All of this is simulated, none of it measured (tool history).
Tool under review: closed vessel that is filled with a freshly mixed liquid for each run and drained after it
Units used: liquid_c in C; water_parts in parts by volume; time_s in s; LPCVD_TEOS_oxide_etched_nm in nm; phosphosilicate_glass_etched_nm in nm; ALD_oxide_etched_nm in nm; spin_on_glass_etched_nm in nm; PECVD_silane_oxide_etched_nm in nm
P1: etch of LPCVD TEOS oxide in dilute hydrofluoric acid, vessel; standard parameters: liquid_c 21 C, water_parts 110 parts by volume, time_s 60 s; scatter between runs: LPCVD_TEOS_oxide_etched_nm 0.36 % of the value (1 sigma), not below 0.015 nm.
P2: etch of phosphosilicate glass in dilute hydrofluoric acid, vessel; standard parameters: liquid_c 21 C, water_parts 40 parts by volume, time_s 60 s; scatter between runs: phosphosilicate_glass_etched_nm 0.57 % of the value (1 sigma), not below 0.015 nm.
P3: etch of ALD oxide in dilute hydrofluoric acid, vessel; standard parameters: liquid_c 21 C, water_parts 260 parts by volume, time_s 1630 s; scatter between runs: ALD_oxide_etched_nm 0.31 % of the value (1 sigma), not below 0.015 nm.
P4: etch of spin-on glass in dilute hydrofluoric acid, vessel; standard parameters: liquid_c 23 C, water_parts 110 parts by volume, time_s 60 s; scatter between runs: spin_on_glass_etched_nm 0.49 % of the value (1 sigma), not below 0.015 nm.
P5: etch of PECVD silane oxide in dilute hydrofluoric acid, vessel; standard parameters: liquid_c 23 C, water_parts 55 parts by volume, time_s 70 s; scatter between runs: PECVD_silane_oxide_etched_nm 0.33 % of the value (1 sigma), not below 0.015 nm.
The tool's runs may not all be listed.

run,hour,process,liquid_c,water_parts,time_s,hours since the thermometer was replaced,hours since the hydrofluoric acid flow meter was replaced,LPCVD_TEOS_oxide_etched_nm,phosphosilicate_glass_etched_nm,ALD_oxide_etched_nm,spin_on_glass_etched_nm,PECVD_silane_oxide_etched_nm
1,4.7,P1,21,110,60,1235.9,801.1,26.998,,,,
2,10.3,P1,21,110,60,1241.5,806.7,26.711,,,,
3,15.4,P2,21,40,60,1246.6,811.8,,206.12,,,
4,17.9,P1,21,110,60,1249.1,814.3,26.79,,,,
5,21.9,P3,21,260,360,1253.1,818.3,,,10.226,,
6,27.5,P4,23,110,60,1258.7,823.9,,,,20.431,
# hour 30.1: thermometer replaced
7,31.7,P1,21,110,60,1.7,828.1,26.763,,,,
8,37,P3,21,260,1630,7,833.4,,,46.224,,
9,41.7,P1,21,110,60,11.7,838.1,27.013,,,,
10,45.6,P2,21,40,95,15.6,842,,324.83,,,
11,48.6,P1,17,110,60,18.6,845,22.85,,,,
12,53,P1,26.5,110,60,23,849.4,33.389,,,,
13,57.9,P1,21,180,60,27.9,854.3,15.262,,,,
14,63.3,P4,23,110,30,33.3,859.7,,,,10.213,
15,67.2,P2,21,70,60,37.2,863.6,,112.31,,,
16,71.3,P1,21,110,30,41.3,867.7,13.456,,,,
17,74.8,P2,29,40,60,44.8,871.2,,285.74,,,
18,78,P5,23,55,70,48,874.4,,,,,25.827
19,82.3,P1,21,110,60,52.3,878.7,26.963,,,,
20,86,P1,27,165,60,56,882.4,21.205,,,,
21,91.3,P1,21,110,95,61.3,887.7,42.385,,,,
22,94.2,P3,21,475,1630,64.2,890.6,,,21.112,,
23,99,P1,21,20,60,69,895.4,164.92,,,,
24,104,P5,23,80,70,74,900.4,,,,,17.15
25,109.6,P4,23,30,60,79.6,906,,,,82.743,
26,113.6,P4,23,110,60,83.6,910,,,,20.338,
27,119,P5,17,55,70,89,915.4,,,,,20.002
28,124.1,P5,23,55,135,94.1,920.5,,,,,49.9
29,128,P3,21,260,1630,98,924.4,,,46.707,,
30,132.3,P3,28.5,260,1630,102.3,928.7,,,60.585,,
31,137.3,P4,17,110,60,107.3,933.7,,,,16,
32,141.5,P1,21,110,60,111.5,937.9,26.672,,,,
33,146.9,P1,21,110,60,116.9,943.3,27.68,,,,
34,152.2,P1,21,110,60,122.2,948.6,28.544,,,,
35,155,P1,21,110,60,125,951.4,28.493,,,,
36,159.4,P1,21,110,60,129.4,955.8,28.86,,,,
37,163.8,P1,21,110,60,133.8,960.2,28.986,,,,
38,167.1,P1,21,110,60,137.1,963.5,29.128,,,,
39,171.7,P1,21,110,60,141.7,968.1,29.096,,,,
40,177.3,P1,21,110,60,147.3,973.7,29.263,,,,
41,182.4,P1,21,110,60,152.4,978.8,29.295,,,,
42,185.8,P1,21,110,60,155.8,982.2,29.173,,,,

Run 43 has not been measured yet. What should we expect?
43,188.3,P1,21,110,60,158.3,984.7,?,,,,

LPCVD_TEOS_oxide_etched_nm: 29.348 nm
